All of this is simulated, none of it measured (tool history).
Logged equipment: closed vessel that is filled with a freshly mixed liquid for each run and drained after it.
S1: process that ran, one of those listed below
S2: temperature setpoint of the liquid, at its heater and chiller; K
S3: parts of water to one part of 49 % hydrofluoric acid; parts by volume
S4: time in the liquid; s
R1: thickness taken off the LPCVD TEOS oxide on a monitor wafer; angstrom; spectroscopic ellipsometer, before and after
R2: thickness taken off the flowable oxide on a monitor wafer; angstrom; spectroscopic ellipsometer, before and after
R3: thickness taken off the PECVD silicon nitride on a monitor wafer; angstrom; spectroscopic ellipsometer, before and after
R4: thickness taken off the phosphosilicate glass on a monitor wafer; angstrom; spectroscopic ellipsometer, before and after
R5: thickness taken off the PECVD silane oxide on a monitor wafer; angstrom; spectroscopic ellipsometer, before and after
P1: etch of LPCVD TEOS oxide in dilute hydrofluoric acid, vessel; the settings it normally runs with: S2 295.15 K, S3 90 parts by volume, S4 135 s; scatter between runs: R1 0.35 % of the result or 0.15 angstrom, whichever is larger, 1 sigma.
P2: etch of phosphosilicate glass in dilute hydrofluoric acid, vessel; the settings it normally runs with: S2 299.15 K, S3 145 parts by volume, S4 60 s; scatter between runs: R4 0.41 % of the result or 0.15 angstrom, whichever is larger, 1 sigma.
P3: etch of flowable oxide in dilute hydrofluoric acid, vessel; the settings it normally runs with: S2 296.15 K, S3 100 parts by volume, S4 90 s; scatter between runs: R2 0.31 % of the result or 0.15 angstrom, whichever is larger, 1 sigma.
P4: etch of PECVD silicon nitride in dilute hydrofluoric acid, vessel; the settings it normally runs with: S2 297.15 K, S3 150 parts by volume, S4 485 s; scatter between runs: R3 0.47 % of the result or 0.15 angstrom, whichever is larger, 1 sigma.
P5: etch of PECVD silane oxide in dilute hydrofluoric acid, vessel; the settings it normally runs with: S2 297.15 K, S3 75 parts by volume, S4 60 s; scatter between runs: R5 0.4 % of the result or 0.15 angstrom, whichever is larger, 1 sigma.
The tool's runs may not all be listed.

Run 1, hour 9.9: S1 P1, S2 295.15 K, S3 90 parts by volume, S4 135 s. Result: R1 309.580 angstrom.
Run 2, hour 22.7: S1 P3, S2 296.15 K, S3 160 parts by volume, S4 90 s. Result: R2 243.54 angstrom.
Run 3, hour 31.5: S1 P1, S2 299.15 K, S3 90 parts by volume, S4 135 s. Result: R1 363.040 angstrom.
Run 4, hour 41.5: S1 P4, S2 297.15 K, S3 30 parts by volume, S4 485 s. Result: R3 344.700 angstrom.
Run 5, hour 54.8: S1 P1, S2 295.15 K, S3 90 parts by volume, S4 135 s. Result: R1 310.570 angstrom.
Run 6, hour 69.4: S1 P1, S2 298.65 K, S3 125 parts by volume, S4 135 s. Result: R1 244.340 angstrom.
Run 7, hour 83.2: S1 P3, S2 296.15 K, S3 100 parts by volume, S4 180 s. Result: R2 836.33 angstrom.
Run 8, hour 95.7: S1 P2, S2 299.15 K, S3 145 parts by volume, S4 30 s. Result: R4 228.57 angstrom.
Run 9, hour 110.8: S1 P1, S2 295.15 K, S3 40 parts by volume, S4 135 s. Result: R1 743.100 angstrom.
Run 10, hour 120.8: S1 P2, S2 299.15 K, S3 145 parts by volume, S4 60 s. Result: R4 454.59 angstrom.
Run 11, hour 137.2: S1 P2, S2 291.15 K, S3 145 parts by volume, S4 60 s. Result: R4 334.62 angstrom.
Run 12, hour 149.7: S1 P1, S2 295.15 K, S3 90 parts by volume, S4 135 s. Result: R1 307.100 angstrom.
Run 13, hour 159.0: S1 P2, S2 299.15 K, S3 145 parts by volume, S4 60 s. Result: R4 457.66 angstrom.
Run 14, hour 172.9: S1 P4, S2 304.15 K, S3 150 parts by volume, S4 485 s. Result: R3 109.890 angstrom.
Run 15, hour 181.9: S1 P3, S2 296.15 K, S3 100 parts by volume, S4 90 s. Result: R2 418.98 angstrom.
Run 16, hour 195.9: S1 P3, S2 300.15 K, S3 100 parts by volume, S4 90 s. Result: R2 490.96 angstrom.
Run 17, hour 208.7: S1 P2, S2 299.15 K, S3 90 parts by volume, S4 60 s. Result: R4 791.62 angstrom.
Run 18, hour 221.1: S1 P1, S2 295.15 K, S3 90 parts by volume, S4 30 s. Result: R1 68.348 angstrom.
Run 19, hour 232.4: S1 P4, S2 297.15 K, S3 150 parts by volume, S4 485 s. Result: R3 70.847 angstrom.
Run 20, hour 244.9: S1 P5, S2 297.15 K, S3 75 parts by volume, S4 60 s. Result: R5 389.61 angstrom.
Run 21, hour 258.2: S1 P5, S2 301.15 K, S3 75 parts by volume, S4 60 s. Result: R5 455.67 angstrom.
Run 22, hour 273.8: S1 P1, S2 295.15 K, S3 90 parts by volume, S4 135 s. Result: R1 308.830 angstrom.
Run 23, hour 288.9: S1 P1, S2 295.15 K, S3 90 parts by volume, S4 135 s. Result: R1 307.290 angstrom.
Run 24, hour 304.0: S1 P5, S2 297.15 K, S3 115 parts by volume, S4 60 s. Result: R5 242.00 angstrom.
Run 25, hour 320.2: S1 P3, S2 296.15 K, S3 100 parts by volume, S4 90 s. Result: R2 418.47 angstrom.

Estimate the outcome of run 26 from the log above:
Run 26, hour 331.9: S1 P4, S2 297.15 K, S3 150 parts by volume, S4 190 s. Result: R3 ?.

Run 26 gave R3 27.644 angstrom.

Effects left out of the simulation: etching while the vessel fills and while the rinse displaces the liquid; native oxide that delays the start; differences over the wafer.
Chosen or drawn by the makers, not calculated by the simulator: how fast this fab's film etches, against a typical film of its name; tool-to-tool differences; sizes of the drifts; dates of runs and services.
